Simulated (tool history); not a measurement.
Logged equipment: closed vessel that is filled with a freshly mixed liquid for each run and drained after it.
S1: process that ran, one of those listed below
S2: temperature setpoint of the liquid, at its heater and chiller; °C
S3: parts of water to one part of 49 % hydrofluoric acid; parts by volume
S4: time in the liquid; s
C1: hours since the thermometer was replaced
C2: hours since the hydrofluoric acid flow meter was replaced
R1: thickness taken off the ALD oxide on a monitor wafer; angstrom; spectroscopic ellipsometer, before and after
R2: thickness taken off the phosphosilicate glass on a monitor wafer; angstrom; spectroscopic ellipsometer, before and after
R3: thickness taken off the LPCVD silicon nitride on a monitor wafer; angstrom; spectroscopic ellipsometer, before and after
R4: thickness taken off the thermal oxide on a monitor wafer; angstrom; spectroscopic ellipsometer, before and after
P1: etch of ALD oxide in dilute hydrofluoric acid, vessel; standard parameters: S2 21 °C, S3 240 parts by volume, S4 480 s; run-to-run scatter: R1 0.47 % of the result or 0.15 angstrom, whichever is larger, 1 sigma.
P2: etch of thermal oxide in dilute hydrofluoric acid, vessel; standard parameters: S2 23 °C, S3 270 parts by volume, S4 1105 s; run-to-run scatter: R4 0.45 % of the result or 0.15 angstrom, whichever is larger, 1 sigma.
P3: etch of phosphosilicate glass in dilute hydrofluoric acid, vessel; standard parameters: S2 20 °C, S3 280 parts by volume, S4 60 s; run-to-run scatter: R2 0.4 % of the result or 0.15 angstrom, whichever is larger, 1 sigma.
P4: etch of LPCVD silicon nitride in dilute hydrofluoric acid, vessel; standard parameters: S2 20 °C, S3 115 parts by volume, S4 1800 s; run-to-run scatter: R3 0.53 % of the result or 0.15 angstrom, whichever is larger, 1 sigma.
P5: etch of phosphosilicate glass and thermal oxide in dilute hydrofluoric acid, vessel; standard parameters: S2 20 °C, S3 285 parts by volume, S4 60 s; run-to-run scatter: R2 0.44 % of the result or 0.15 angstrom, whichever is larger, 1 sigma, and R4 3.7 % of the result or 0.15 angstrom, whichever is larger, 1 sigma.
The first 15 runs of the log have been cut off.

run     day  S1    S2   S3    S4     C1     C2      R1      R2      R3      R4
 16    8.35  P1  28.5  240   480  760.9  664.8  236.74
 17   8.975  P1    21  240   480  775.9  679.8  180.09
 18   9.554  P1    21  240   810  789.8  693.7  304.27
 19  10.167  P3    20  280    30  804.5  708.4          89.167
 20  10.746  P4    20  115  1800  818.4  722.3                  56.692
 21  11.246  P1    21   60   205  830.4  734.3  375.24
 22  11.592  P2    23  385  1105  838.7  742.6                          96.921
 23  12.083  P5    20  285    30  850.5  754.4          74.713          3.5169
 24  12.646  P5    20  285    60    864  767.9          150.62          7.1208
 25  13.012  P2    29  270  1105  872.8  776.7                          189.71
 26  13.658  P2    23  270  1105  888.3  792.2                          155.58
 27  14.117  P1    21  240   480  899.3  803.2  180.34
 28  14.592  P5    17  285    60  910.7  814.6          134.36          6.1713
 29  15.146  P1    21  350   480    924  827.9  112.55
 30  15.738  P5    20  165    60  938.2  842.1          290.16          13.178
 31  16.238  P1    21  240   480  950.2  854.1  181.21
 32  16.629  P3    20  280    60  959.6  863.5          178.78
 33  17.025  P3    20  280    60  969.1    873          179.65
 34  17.625  P3    20  445    60  983.5  887.4          97.882

Forecast run 35:
 35  17.962  P4  20  115  1800  991.6  895.5           ?

Run 35 yielded R3 56.462 angstrom.

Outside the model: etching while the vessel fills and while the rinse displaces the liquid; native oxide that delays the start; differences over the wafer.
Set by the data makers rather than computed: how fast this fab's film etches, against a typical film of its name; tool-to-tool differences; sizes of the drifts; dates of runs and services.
